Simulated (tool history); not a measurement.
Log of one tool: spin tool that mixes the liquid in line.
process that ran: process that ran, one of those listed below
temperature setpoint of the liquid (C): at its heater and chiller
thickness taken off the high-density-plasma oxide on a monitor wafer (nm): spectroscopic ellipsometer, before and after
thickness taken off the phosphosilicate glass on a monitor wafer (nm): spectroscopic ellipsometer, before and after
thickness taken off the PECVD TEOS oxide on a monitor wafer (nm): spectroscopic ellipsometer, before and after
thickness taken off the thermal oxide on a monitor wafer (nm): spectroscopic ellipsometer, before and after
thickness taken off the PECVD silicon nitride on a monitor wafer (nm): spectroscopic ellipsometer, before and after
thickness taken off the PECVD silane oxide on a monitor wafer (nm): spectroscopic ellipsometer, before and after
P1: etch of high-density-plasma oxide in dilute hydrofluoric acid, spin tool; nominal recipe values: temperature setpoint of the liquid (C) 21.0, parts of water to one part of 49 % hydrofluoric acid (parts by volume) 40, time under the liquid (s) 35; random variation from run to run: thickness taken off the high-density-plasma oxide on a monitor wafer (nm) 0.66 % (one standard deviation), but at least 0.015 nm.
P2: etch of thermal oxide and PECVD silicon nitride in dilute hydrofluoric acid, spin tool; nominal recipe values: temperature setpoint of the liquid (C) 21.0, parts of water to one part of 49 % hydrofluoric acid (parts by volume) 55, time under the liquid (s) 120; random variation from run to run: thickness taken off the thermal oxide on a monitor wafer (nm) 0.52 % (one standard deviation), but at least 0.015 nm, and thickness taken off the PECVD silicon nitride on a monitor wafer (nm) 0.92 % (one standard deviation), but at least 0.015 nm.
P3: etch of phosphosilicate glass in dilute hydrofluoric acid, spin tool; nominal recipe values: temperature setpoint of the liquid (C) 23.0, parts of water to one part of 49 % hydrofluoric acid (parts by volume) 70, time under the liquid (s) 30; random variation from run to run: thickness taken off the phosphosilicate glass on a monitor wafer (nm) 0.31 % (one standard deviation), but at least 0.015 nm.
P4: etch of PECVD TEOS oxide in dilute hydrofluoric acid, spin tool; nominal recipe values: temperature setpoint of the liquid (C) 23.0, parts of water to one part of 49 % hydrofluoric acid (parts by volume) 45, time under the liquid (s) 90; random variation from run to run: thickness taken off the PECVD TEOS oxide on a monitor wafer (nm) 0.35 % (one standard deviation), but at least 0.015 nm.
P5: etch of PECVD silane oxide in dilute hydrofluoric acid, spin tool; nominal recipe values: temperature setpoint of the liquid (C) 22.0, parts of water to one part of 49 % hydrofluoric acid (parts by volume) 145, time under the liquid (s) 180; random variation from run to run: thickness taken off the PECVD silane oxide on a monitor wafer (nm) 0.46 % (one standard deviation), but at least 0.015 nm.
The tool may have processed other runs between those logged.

| run | hour | process that ran | temperature setpoint of the liquid (C) | parts of water to one part of 49 % hydrofluoric acid (parts by volume) | time under the liquid (s) | hours since the thermometer was replaced | hours since the hydrofluoric acid flow meter was replaced | thickness taken off the high-density-plasma oxide on a monitor wafer (nm) | thickness taken off the phosphosilicate glass on a monitor wafer (nm) | thickness taken off the PECVD TEOS oxide on a monitor wafer (nm) | thickness taken off the thermal oxide on a monitor wafer (nm) | thickness taken off the PECVD silicon nitride on a monitor wafer (nm) | thickness taken off the PECVD silane oxide on a monitor wafer (nm) |
|---|---|---|---|---|---|---|---|---|---|---|---|---|---|
| 1 | 7.5 | P1 | 21.0 | 40 | 35 | 1559.8 | 669.1 | 4.2855 |  |  |  |  |  |
| 2 | 14.8 | P1 | 21.0 | 40 | 35 | 1567.1 | 676.4 | 4.3270 |  |  |  |  |  |
| 3 | 21.6 | P3 | 23.0 | 70 | 15 | 1573.9 | 683.2 |  | 17.210 |  |  |  |  |
| 4 | 28.5 | P4 | 18.5 | 45 | 90 | 1580.8 | 690.1 |  |  | 14.7320 |  |  |  |
| 5 | 33.6 | P1 | 21.0 | 40 | 35 | 1585.9 | 695.2 | 4.3777 |  |  |  |  |  |
| 6 | 37.9 | P2 | 21.0 | 80 | 120 | 1590.2 | 699.5 |  |  |  | 6.0140 | 2.0866 |  |
| 7 | 46.3 | P1 | 21.0 | 70 | 15 | 1598.6 | 707.9 | 1.0050 |  |  |  |  |  |
| 8 | 51.0 | P1 | 21.0 | 40 | 35 | 1603.3 | 712.6 | 4.3328 |  |  |  |  |  |
| 9 | 58.1 | P3 | 23.0 | 105 | 30 | 1610.4 | 719.7 |  | 21.851 |  |  |  |  |
| 10 | 62.7 | P4 | 23.0 | 20 | 90 | 1615.0 | 724.3 |  |  | 41.4500 |  |  |  |
| 11 | 68.0 | P2 | 21.0 | 55 | 120 | 1620.3 | 729.6 |  |  |  | 8.9754 | 2.9701 |  |
| 12 | 75.3 | P5 | 22.0 | 145 | 180 | 1627.6 | 736.9 |  |  |  |  |  | 16.8360 |
| 13 | 80.0 | P5 | 22.0 | 30 | 180 | 1632.3 | 741.6 |  |  |  |  |  | 92.7030 |
| 14 | 86.9 | P3 | 23.0 | 70 | 30 | 1639.2 | 748.5 |  | 34.267 |  |  |  |  |
| 15 | 90.8 | P1 | 17.0 | 40 | 35 | 1643.1 | 752.4 | 3.6788 |  |  |  |  |  |
| 16 | 97.9 | P1 | 21.0 | 20 | 35 | 1650.2 | 759.5 | 8.8234 |  |  |  |  |  |
| 17 | 104.5 | P2 | 21.0 | 55 | 205 | 1656.8 | 766.1 |  |  |  | 15.2880 | 5.1314 |  |
| 18 | 110.8 | P3 | 17.0 | 70 | 30 | 1663.1 | 772.4 |  | 26.589 |  |  |  |  |
| 19 | 118.8 | P4 | 23.0 | 45 | 20 | 1671.1 | 780.4 |  |  | 3.9533 |  |  |  |
| 20 | 124.9 | P5 | 22.0 | 145 | 180 | 1677.2 | 786.5 |  |  |  |  |  | 16.8630 |
| 21 | 129.2 | P4 | 23.0 | 45 | 90 | 1681.5 | 790.8 |  |  | 17.8890 |  |  |  |
| 22 | 134.5 | P5 | 22.0 | 145 | 95 | 1686.8 | 796.1 |  |  |  |  |  | 8.9437 |
| 23 | 139.0 | P1 | 21.0 | 40 | 70 | 1691.3 | 800.6 | 8.6019 |  |  |  |  |  |
| 24 | 145.6 | P1 | 27.5 | 40 | 15 | 1697.9 | 807.2 | 2.4589 |  |  |  |  |  |
| 25 | 149.8 | P1 | 21.0 | 40 | 35 | 1702.1 | 811.4 | 4.3471 |  |  |  |  |  |
| 26 | 157.9 | P1 | 21.0 | 40 | 15 | 1710.2 | 819.5 | 1.8639 |  |  |  |  |  |
| 27 | 166.0 | P3 | 23.0 | 70 | 30 | 1718.3 | 827.6 |  | 34.310 |  |  |  |  |
| 28 | 170.3 | P1 | 21.0 | 65 | 35 | 1722.6 | 831.9 | 2.6033 |  |  |  |  |  |
| 29 | 175.5 | P1 | 26.5 | 40 | 35 | 1727.8 | 837.1 | 5.4065 |  |  |  |  |  |
| 30 | 179.4 | P2 | 27.5 | 55 | 120 | 1731.7 | 841.0 |  |  |  | 11.7210 | 4.6410 |  |
| 31 | 186.7 | P5 | 17.0 | 145 | 180 | 1739.0 | 848.3 |  |  |  |  |  | 13.7960 |
| 32 | 191.2 | P1 | 21.0 | 40 | 35 | 1743.5 | 852.8 | 4.3868 |  |  |  |  |  |
| 33 | 196.1 | P2 | 21.0 | 55 | 120 | 1748.4 | 857.7 |  |  |  | 9.0194 | 2.9912 |  |
| 34 | 201.7 | P1 | 21.0 | 40 | 35 | 1754.0 | 863.3 | 4.2952 |  |  |  |  |  |
| 35 | 208.1 | P1 | 21.0 | 40 | 35 | 1760.4 | 869.7 | 4.2732 |  |  |  |  |  |
| 36 | 215.7 | P1 | 21.0 | 40 | 35 | 1768.0 | 877.3 | 4.1402 |  |  |  |  |  |
| 37 | 223.7 | P1 | 21.0 | 40 | 35 | 1776.0 | 885.3 | 4.1019 |  |  |  |  |  |
| 38 | 229.1 | P1 | 21.0 | 40 | 35 | 1781.4 | 890.7 | 4.1173 |  |  |  |  |  |
| 39 | 234.9 | P1 | 21.0 | 40 | 35 | 1787.2 | 896.5 | 4.1193 |  |  |  |  |  |
| 40 | 242.4 | P1 | 21.0 | 40 | 35 | 1794.7 | 904.0 | 4.0760 |  |  |  |  |  |
| 41 | 248.6 | P1 | 21.0 | 40 | 35 | 1800.9 | 910.2 | 4.0373 |  |  |  |  |  |
| 42 | 255.3 | P1 | 21.0 | 40 | 35 | 1807.6 | 916.9 | 3.9961 |  |  |  |  |  |

Compared with where it was, what P1 gives has crept away. Each cause listed below fits the log as well as the rest, at the size given for it:
A: hydrofluoric acid flow below the setpoint (%) = 6.05
B: liquid colder than its thermometer reads (K) = 1.54
Onset of the creep was near hour 201.7.

You are offered 4 check runs, listed below with question marks in place of their results; each one averages 3 wafers. Which run separates the listed causes by giving clearly different results for each?
| check 1 | 262.0 | P3 | 17.0 | 105 | 30 |  |  |  | ? |  |  |  |  |
| check 2 | 262.0 | P5 | 17.0 | 35 | 180 |  |  |  |  |  |  |  | ? |
| check 3 | 262.0 | P2 | 26.0 | 55 | 205 |  |  |  |  |  | ? | ? |  |
| check 4 | 262.0 | P4 | 23.0 | 30 | 90 |  |  |  |  | ? |  |  |  |

Predicted outcomes, by check and by cause:
| check | result | if A | if B |
|---|---|---|---|
| check 1 | thickness taken off the phosphosilicate glass on a monitor wafer (nm) | 15.994 | 16.060 |
| check 2 | thickness taken off the PECVD silane oxide on a monitor wafer (nm) | 60.0370 | 59.8440 |
| check 3 | thickness taken off the thermal oxide on a monitor wafer (nm) | 17.5970 | 17.6810 |
| check 3 | thickness taken off the PECVD silicon nitride on a monitor wafer (nm) | 6.7229 | 6.4513 |
| check 4 | thickness taken off the PECVD TEOS oxide on a monitor wafer (nm) | 25.5390 | 25.5280 |
Minimum pairwise separation of causes per check, each pair taken at its best-separating result: check 1 0.41 %; check 2 0.32 %; check 3 4.12 %; check 4 0.04 %
The causes can be told apart only by check 3. The other checks would give nearly the same results under each of them.

Check 3 was then run and gave: thickness taken off the thermal oxide on a monitor wafer (nm) 17.6460; thickness taken off the PECVD silicon nitride on a monitor wafer (nm) 6.4903. Which cause is it?

B is the cause: liquid colder than its thermometer reads (K).
